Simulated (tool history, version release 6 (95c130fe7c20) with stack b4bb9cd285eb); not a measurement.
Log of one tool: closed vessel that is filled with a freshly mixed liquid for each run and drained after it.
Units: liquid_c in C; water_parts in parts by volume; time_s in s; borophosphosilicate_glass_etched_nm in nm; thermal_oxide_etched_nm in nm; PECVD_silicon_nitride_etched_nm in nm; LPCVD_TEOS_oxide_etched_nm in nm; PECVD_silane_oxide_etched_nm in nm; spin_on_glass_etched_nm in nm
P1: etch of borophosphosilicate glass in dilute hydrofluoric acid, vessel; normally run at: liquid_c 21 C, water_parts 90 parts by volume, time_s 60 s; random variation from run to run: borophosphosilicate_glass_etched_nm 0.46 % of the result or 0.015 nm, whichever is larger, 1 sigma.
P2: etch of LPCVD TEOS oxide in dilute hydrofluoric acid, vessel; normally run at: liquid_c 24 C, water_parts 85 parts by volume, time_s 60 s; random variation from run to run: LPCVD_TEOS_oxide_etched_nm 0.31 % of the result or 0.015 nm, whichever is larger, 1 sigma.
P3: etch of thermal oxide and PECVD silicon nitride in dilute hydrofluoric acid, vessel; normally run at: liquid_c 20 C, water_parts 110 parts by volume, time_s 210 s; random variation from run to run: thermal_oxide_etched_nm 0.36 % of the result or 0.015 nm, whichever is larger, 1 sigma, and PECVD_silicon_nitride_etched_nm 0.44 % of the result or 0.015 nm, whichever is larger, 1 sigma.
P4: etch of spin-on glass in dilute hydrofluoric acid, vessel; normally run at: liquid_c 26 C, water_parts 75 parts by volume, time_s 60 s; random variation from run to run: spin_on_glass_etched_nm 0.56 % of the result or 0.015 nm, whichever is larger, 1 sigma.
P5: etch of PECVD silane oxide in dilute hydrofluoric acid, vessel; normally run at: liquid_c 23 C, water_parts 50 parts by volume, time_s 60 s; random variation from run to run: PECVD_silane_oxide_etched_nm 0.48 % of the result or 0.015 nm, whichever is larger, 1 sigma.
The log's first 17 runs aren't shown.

| run | hour | process | liquid_c | water_parts | time_s | hours since the thermometer was replaced | hours since the hydrofluoric acid flow meter was replaced | borophosphosilicate_glass_etched_nm | thermal_oxide_etched_nm | PECVD_silicon_nitride_etched_nm | LPCVD_TEOS_oxide_etched_nm | PECVD_silane_oxide_etched_nm | spin_on_glass_etched_nm |
|---|---|---|---|---|---|---|---|---|---|---|---|---|---|
| 18 | 98.2 | P1 | 27 | 90 | 90 | 1086.7 | 419.7 | 96.13 |  |  |  |  |  |
| 19 | 105.1 | P2 | 24 | 85 | 60 | 1093.6 | 426.6 |  |  |  | 12.885 |  |  |
| 20 | 112.3 | P3 | 27.5 | 110 | 210 | 1100.8 | 433.8 |  | 10.37 | 8.6726 |  |  |  |
| 21 | 119.6 | P1 | 21 | 155 | 60 | 1108.1 | 441.1 | 27.503 |  |  |  |  |  |
| 22 | 124.2 | P4 | 26 | 75 | 60 | 1112.7 | 445.7 |  |  |  |  |  | 58.533 |
| 23 | 129.6 | P1 | 21 | 90 | 60 | 1118.1 | 451.1 | 50.304 |  |  |  |  |  |
| 24 | 137 | P4 | 32 | 75 | 60 | 1125.5 | 458.5 |  |  |  |  |  | 73.391 |
| 25 | 141.8 | P5 | 23 | 50 | 60 | 1130.3 | 463.3 |  |  |  |  | 44.202 |  |
| 26 | 148.7 | P1 | 17 | 90 | 60 | 1137.2 | 470.2 | 42.859 |  |  |  |  |  |

The next listed run, before its measurement:
| 27 | 154.2 | P1 | 21 | 90 | 30 | 1142.7 | 475.7 | ? |  |  |  |  |  |

borophosphosilicate_glass_etched_nm: 25.246 nm

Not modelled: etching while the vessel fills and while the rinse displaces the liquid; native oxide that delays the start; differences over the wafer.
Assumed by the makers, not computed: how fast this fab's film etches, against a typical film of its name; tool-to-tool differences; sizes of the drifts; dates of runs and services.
